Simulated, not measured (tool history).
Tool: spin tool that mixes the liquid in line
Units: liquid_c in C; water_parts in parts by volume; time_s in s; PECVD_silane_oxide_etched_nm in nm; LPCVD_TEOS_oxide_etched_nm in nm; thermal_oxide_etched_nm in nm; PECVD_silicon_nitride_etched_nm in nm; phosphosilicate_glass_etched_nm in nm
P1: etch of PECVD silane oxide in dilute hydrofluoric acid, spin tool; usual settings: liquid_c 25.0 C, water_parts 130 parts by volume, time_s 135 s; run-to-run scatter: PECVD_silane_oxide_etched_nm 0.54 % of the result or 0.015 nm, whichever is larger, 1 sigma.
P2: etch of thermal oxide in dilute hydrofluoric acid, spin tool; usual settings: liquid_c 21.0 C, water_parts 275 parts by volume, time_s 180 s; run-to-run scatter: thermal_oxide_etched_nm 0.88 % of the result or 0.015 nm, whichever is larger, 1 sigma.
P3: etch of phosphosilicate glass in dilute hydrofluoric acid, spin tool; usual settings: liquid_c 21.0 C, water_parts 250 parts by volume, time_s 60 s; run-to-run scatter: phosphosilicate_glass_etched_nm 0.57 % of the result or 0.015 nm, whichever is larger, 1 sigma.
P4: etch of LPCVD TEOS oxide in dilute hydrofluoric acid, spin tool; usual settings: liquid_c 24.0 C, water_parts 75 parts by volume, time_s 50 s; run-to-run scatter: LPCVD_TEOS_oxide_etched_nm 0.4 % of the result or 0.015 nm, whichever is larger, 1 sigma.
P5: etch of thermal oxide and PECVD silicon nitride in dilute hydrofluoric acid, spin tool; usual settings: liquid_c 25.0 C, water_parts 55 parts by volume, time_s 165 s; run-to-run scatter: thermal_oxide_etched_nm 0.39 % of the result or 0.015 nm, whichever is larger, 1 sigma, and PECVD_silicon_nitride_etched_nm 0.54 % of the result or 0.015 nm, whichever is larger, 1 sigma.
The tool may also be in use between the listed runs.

| run | hour | process | liquid_c | water_parts | time_s | hours since the thermometer was replaced | hours since the hydrofluoric acid flow meter was replaced | PECVD_silane_oxide_etched_nm | LPCVD_TEOS_oxide_etched_nm | thermal_oxide_etched_nm | PECVD_silicon_nitride_etched_nm | phosphosilicate_glass_etched_nm |
|---|---|---|---|---|---|---|---|---|---|---|---|---|
| 1 | 14.0 | P1 | 25.0 | 130 | 135 | 826.5 | 462.2 | 15.4840 |  |  |  |  |
| 2 | 26.0 | P4 | 24.0 | 75 | 90 | 838.5 | 474.2 |  | 49.821 |  |  |  |
| 3 | 42.5 | P5 | 25.0 | 55 | 90 | 855.0 | 490.7 |  |  | 8.3897 | 7.9094 |  |
| 4 | 57.5 | P3 | 21.0 | 455 | 60 | 870.0 | 505.7 |  |  |  |  | 5.5585 |
| 5 | 68.6 | P1 | 25.0 | 200 | 15 | 881.1 | 516.8 | 1.0275 |  |  |  |  |
| 6 | 86.2 | P1 | 18.0 | 130 | 30 | 898.7 | 534.4 | 2.5749 |  |  |  |  |
| 7 | 98.2 | P5 | 31.0 | 55 | 165 | 910.7 | 546.4 |  |  | 19.4890 | 21.6260 |  |
| 8 | 114.6 | P2 | 21.0 | 85 | 180 | 927.1 | 562.8 |  |  | 8.9767 |  |  |
| 9 | 126.4 | P1 | 25.0 | 130 | 135 | 938.9 | 574.6 | 15.6190 |  |  |  |  |
| 10 | 137.0 | P4 | 29.0 | 75 | 50 | 949.5 | 585.2 |  | 33.785 |  |  |  |
| 11 | 154.4 | P1 | 25.0 | 130 | 135 | 966.9 | 602.6 | 15.5890 |  |  |  |  |
| 12 | 162.7 | P4 | 24.0 | 75 | 50 | 975.2 | 610.9 |  | 27.547 |  |  |  |
| 13 | 177.8 | P1 | 29.5 | 130 | 135 | 990.3 | 626.0 | 18.5490 |  |  |  |  |
| 14 | 194.2 | P2 | 28.5 | 275 | 180 | 1006.7 | 642.4 |  |  | 3.0122 |  |  |
| 15 | 210.4 | P3 | 21.0 | 250 | 60 | 1022.9 | 658.6 |  |  |  |  | 12.1120 |
| 16 | 221.2 | P2 | 21.0 | 275 | 280 | 1033.7 | 669.4 |  |  | 3.5848 |  |  |
| 17 | 233.1 | P4 | 24.0 | 75 | 50 | 1045.6 | 681.3 |  | 27.525 |  |  |  |
| 18 | 241.1 | P5 | 25.0 | 20 | 165 | 1053.6 | 689.3 |  |  | 44.6730 | 38.7840 |  |
| 19 | 255.7 | P3 | 17.0 | 250 | 60 | 1068.2 | 703.9 |  |  |  |  | 10.3010 |
| 20 | 264.2 | P1 | 18.0 | 130 | 135 | 1076.7 | 712.4 | 11.6970 |  |  |  |  |
| 21 | 279.6 | P3 | 21.0 | 250 | 105 | 1092.1 | 727.8 |  |  |  |  | 21.2930 |
| 22 | 290.3 | P1 | 25.0 | 130 | 15 | 1102.8 | 738.5 | 1.7496 |  |  |  |  |
| 23 | 301.6 | P3 | 21.0 | 250 | 60 | 1114.1 | 749.8 |  |  |  |  | 12.0350 |
| 24 | 313.2 | P1 | 25.0 | 130 | 135 | 1125.7 | 761.4 | 15.5640 |  |  |  |  |
| 25 | 329.6 | P2 | 21.0 | 275 | 180 | 1142.1 | 777.8 |  |  | 2.2934 |  |  |
| 26 | 340.3 | P1 | 25.0 | 130 | 225 | 1152.8 | 788.5 | 26.1000 |  |  |  |  |
| 27 | 357.4 | P1 | 25.0 | 205 | 135 | 1169.9 | 805.6 | 8.9638 |  |  |  |  |
| 28 | 373.9 | P5 | 25.0 | 55 | 165 | 1186.4 | 822.1 |  |  | 15.3310 | 14.4480 |  |
| 29 | 387.0 | P1 | 25.0 | 70 | 135 | 1199.5 | 835.2 | 30.7660 |  |  |  |  |
| 30 | 395.5 | P4 | 24.0 | 110 | 50 | 1208.0 | 843.7 |  | 18.087 |  |  |  |
| 31 | 407.4 | P1 | 17.0 | 130 | 75 | 1219.9 | 855.6 | 6.3619 |  |  |  |  |
| 32 | 420.9 | P1 | 25.0 | 130 | 135 | 1233.4 | 869.1 | 15.5050 |  |  |  |  |
| 33 | 430.7 | P1 | 25.0 | 130 | 135 | 1243.2 | 878.9 | 15.1880 |  |  |  |  |
| 34 | 448.5 | P1 | 25.0 | 130 | 135 | 1261.0 | 896.7 | 14.8280 |  |  |  |  |
| 35 | 460.7 | P1 | 25.0 | 130 | 135 | 1273.2 | 908.9 | 14.6560 |  |  |  |  |
| 36 | 468.7 | P1 | 25.0 | 130 | 135 | 1281.2 | 916.9 | 14.7050 |  |  |  |  |
| 37 | 482.2 | P1 | 25.0 | 130 | 135 | 1294.7 | 930.4 | 14.4400 |  |  |  |  |
| 38 | 491.1 | P1 | 25.0 | 130 | 135 | 1303.6 | 939.3 | 14.4450 |  |  |  |  |
| 39 | 508.4 | P1 | 25.0 | 130 | 135 | 1320.9 | 956.6 | 14.2890 |  |  |  |  |
| 40 | 525.3 | P1 | 25.0 | 130 | 135 | 1337.8 | 973.5 | 14.3290 |  |  |  |  |
| 41 | 538.5 | P1 | 25.0 | 130 | 135 | 1351.0 | 986.7 | 14.3610 |  |  |  |  |
| 42 | 555.6 | P1 | 25.0 | 130 | 135 | 1368.1 | 1003.8 | 14.2720 |  |  |  |  |
| 43 | 571.9 | P1 | 25.0 | 130 | 135 | 1384.4 | 1020.1 | 14.3090 |  |  |  |  |

What P1 gives has crept away from where it was. These 2 causes fit the log equally well, each at the size given:
A: hydrofluoric acid flow below the setpoint (%) = 7.05
B: liquid colder than its thermometer reads (K) = 2.19
The creep began at about hour 420.9.

4 check runs are offered, one wafer each, their results left as question marks. Which one tells the causes apart?
| check 1 | 588.2 | P4 | 27.5 | 75 | 85 |  |  |  | ? |  |  |  |
| check 2 | 588.2 | P5 | 28.5 | 55 | 165 |  |  |  |  | ? | ? |  |
| check 3 | 588.2 | P3 | 17.0 | 250 | 60 |  |  |  |  |  |  | ? |
| check 4 | 588.2 | P2 | 27.5 | 275 | 250 |  |  |  |  | ? |  |  |

What each check would give under each cause:
| check | result | if A | if B |
|---|---|---|---|
| check 1 | LPCVD_TEOS_oxide_etched_nm | 49.859 | 49.580 |
| check 2 | thermal_oxide_etched_nm | 16.3680 | 16.2350 |
| check 2 | PECVD_silicon_nitride_etched_nm | 16.9820 | 15.8140 |
| check 3 | phosphosilicate_glass_etched_nm | 9.4997 | 9.5315 |
| check 4 | thermal_oxide_etched_nm | 3.6398 | 3.7144 |
How far apart the two closest causes lie, in the result that separates them most: check 1 0.56 %; check 2 7.13 %; check 3 0.33 %; check 4 2.03 %
Only check 2 tells the causes apart: in the others they would give nearly the same result.

Check 2 was then run and gave: thermal_oxide_etched_nm 16.3440 nm; PECVD_silicon_nitride_etched_nm 17.0610 nm. Which cause is it?

It is A: hydrofluoric acid flow below the setpoint (%).
